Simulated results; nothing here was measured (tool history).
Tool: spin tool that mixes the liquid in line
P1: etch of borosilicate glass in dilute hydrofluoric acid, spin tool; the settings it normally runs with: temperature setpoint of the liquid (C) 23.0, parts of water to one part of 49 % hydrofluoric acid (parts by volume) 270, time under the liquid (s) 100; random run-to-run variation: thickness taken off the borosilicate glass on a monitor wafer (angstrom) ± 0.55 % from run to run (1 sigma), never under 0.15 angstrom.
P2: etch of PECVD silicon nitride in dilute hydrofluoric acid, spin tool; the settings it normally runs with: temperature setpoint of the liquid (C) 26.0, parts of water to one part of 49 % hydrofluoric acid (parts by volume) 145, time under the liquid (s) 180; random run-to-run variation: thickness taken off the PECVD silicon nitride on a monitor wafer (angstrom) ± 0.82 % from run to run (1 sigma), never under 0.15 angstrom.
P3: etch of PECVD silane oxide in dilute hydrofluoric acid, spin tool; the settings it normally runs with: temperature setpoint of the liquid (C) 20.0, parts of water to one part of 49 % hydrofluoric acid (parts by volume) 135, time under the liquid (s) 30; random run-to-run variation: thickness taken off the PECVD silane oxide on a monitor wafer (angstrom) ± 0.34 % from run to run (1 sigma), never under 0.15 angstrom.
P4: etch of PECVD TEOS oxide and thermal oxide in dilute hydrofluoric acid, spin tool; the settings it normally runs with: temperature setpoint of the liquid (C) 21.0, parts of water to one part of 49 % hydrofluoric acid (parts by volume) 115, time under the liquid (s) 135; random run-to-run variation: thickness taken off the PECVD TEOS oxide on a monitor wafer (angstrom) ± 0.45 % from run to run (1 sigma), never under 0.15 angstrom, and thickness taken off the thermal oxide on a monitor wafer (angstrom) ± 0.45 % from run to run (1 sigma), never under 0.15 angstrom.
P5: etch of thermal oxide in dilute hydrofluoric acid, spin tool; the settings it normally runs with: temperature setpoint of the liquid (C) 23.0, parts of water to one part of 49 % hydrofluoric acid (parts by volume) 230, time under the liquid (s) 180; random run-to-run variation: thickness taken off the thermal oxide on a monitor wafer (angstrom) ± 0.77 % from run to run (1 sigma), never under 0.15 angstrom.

| run | hour | process that ran | temperature setpoint of the liquid (C) | parts of water to one part of 49 % hydrofluoric acid (parts by volume) | time under the liquid (s) | hours since the thermometer was replaced | hours since the hydrofluoric acid flow meter was replaced | thickness taken off the borosilicate glass on a monitor wafer (angstrom) | thickness taken off the PECVD silane oxide on a monitor wafer (angstrom) | thickness taken off the PECVD silicon nitride on a monitor wafer (angstrom) | thickness taken off the PECVD TEOS oxide on a monitor wafer (angstrom) | thickness taken off the thermal oxide on a monitor wafer (angstrom) |
|---|---|---|---|---|---|---|---|---|---|---|---|---|
| 1 | 3.6 | P1 | 23.0 | 270 | 100 | 895.4 | 649.2 | 58.224 |  |  |  |  |
| 2 | 8.1 | P3 | 20.0 | 245 | 30 | 899.9 | 653.7 |  | 45.039 |  |  |  |
| 3 | 13.7 | P2 | 26.0 | 145 | 180 | 905.5 | 659.3 |  |  | 34.2440 |  |  |
| 4 | 18.4 | P1 | 17.0 | 270 | 100 | 910.2 | 664.0 | 46.369 |  |  |  |  |
|  | 23.6 | hydrofluoric acid flow meter replaced |
| 5 | 23.7 | P4 | 21.0 | 115 | 15 | 915.5 | 0.1 |  |  |  | 32.678 | 5.3655 |
| 6 | 29.3 | P1 | 23.0 | 160 | 35 | 921.1 | 5.7 | 38.588 |  |  |  |  |
| 7 | 34.4 | P5 | 23.0 | 230 | 180 | 926.2 | 10.8 |  |  |  |  | 31.4860 |
| 8 | 39.0 | P5 | 17.0 | 230 | 180 | 930.8 | 15.4 |  |  |  |  | 25.2490 |
| 9 | 42.4 | P1 | 23.0 | 270 | 100 | 934.2 | 18.8 | 58.823 |  |  |  |  |
| 10 | 47.3 | P1 | 30.0 | 270 | 100 | 939.1 | 23.7 | 74.639 |  |  |  |  |
| 11 | 51.7 | P1 | 23.0 | 75 | 170 | 943.5 | 28.1 | 444.400 |  |  |  |  |
| 12 | 56.1 | P1 | 23.0 | 270 | 40 | 947.9 | 32.5 | 23.265 |  |  |  |  |
| 13 | 60.8 | P2 | 26.0 | 240 | 180 | 952.6 | 37.2 |  |  | 20.6270 |  |  |
| 14 | 65.4 | P2 | 33.5 | 145 | 180 | 957.2 | 41.8 |  |  | 55.0040 |  |  |
| 15 | 68.2 | P3 | 20.0 | 135 | 30 | 960.0 | 44.6 |  | 91.489 |  |  |  |
| 16 | 72.7 | P5 | 23.0 | 420 | 180 | 964.5 | 49.1 |  |  |  |  | 14.5860 |
| 17 | 78.5 | P3 | 17.0 | 135 | 30 | 970.3 | 54.9 |  | 80.417 |  |  |  |
| 18 | 82.9 | P4 | 21.0 | 115 | 135 | 974.7 | 59.3 |  |  |  | 293.860 | 47.8740 |
| 19 | 87.3 | P1 | 23.0 | 465 | 100 | 979.1 | 63.7 | 28.430 |  |  |  |  |
| 20 | 90.4 | P2 | 26.0 | 145 | 15 | 982.2 | 66.8 |  |  | 2.8665 |  |  |
| 21 | 95.4 | P1 | 23.0 | 115 | 100 | 987.2 | 71.8 | 160.810 |  |  |  |  |
| 22 | 100.7 | P5 | 23.0 | 230 | 330 | 992.5 | 77.1 |  |  |  |  | 56.5440 |
| 23 | 103.9 | P1 | 23.0 | 270 | 100 | 995.7 | 80.3 | 58.687 |  |  |  |  |
| 24 | 107.9 | P1 | 23.0 | 270 | 190 | 999.7 | 84.3 | 109.960 |  |  |  |  |
| 25 | 111.0 | P4 | 21.0 | 215 | 135 | 1002.8 | 87.4 |  |  |  | 142.280 | 22.7930 |
| 26 | 116.8 | P3 | 20.0 | 135 | 30 | 1008.6 | 93.2 |  | 90.242 |  |  |  |
| 27 | 122.2 | P3 | 20.0 | 135 | 60 | 1014.0 | 98.6 |  | 182.370 |  |  |  |
| 28 | 125.1 | P1 | 23.0 | 270 | 100 | 1016.9 | 101.5 | 58.599 |  |  |  |  |
| 29 | 127.8 | P2 | 26.0 | 145 | 180 | 1019.6 | 104.2 |  |  | 34.2340 |  |  |
| 30 | 130.9 | P4 | 17.0 | 115 | 135 | 1022.7 | 107.3 |  |  |  | 247.820 | 40.5050 |
| 31 | 135.4 | P1 | 23.0 | 270 | 100 | 1027.2 | 111.8 | 58.053 |  |  |  |  |
| 32 | 139.6 | P1 | 23.0 | 270 | 100 | 1031.4 | 116.0 | 58.403 |  |  |  |  |
| 33 | 144.2 | P1 | 23.0 | 270 | 100 | 1036.0 | 120.6 | 59.560 |  |  |  |  |
| 34 | 149.3 | P1 | 23.0 | 270 | 100 | 1041.1 | 125.7 | 61.148 |  |  |  |  |
| 35 | 151.9 | P1 | 23.0 | 270 | 100 | 1043.7 | 128.3 | 61.591 |  |  |  |  |
| 36 | 157.5 | P1 | 23.0 | 270 | 100 | 1049.3 | 133.9 | 62.442 |  |  |  |  |

Predict the results of run 37:
| 37 | 161.8 | P1 | 23.0 | 270 | 100 | 1053.6 | 138.2 | ? |  |  |  |  |

{"run 37": {"thickness taken off the borosilicate glass on a monitor wafer (angstrom)": 62.546}}

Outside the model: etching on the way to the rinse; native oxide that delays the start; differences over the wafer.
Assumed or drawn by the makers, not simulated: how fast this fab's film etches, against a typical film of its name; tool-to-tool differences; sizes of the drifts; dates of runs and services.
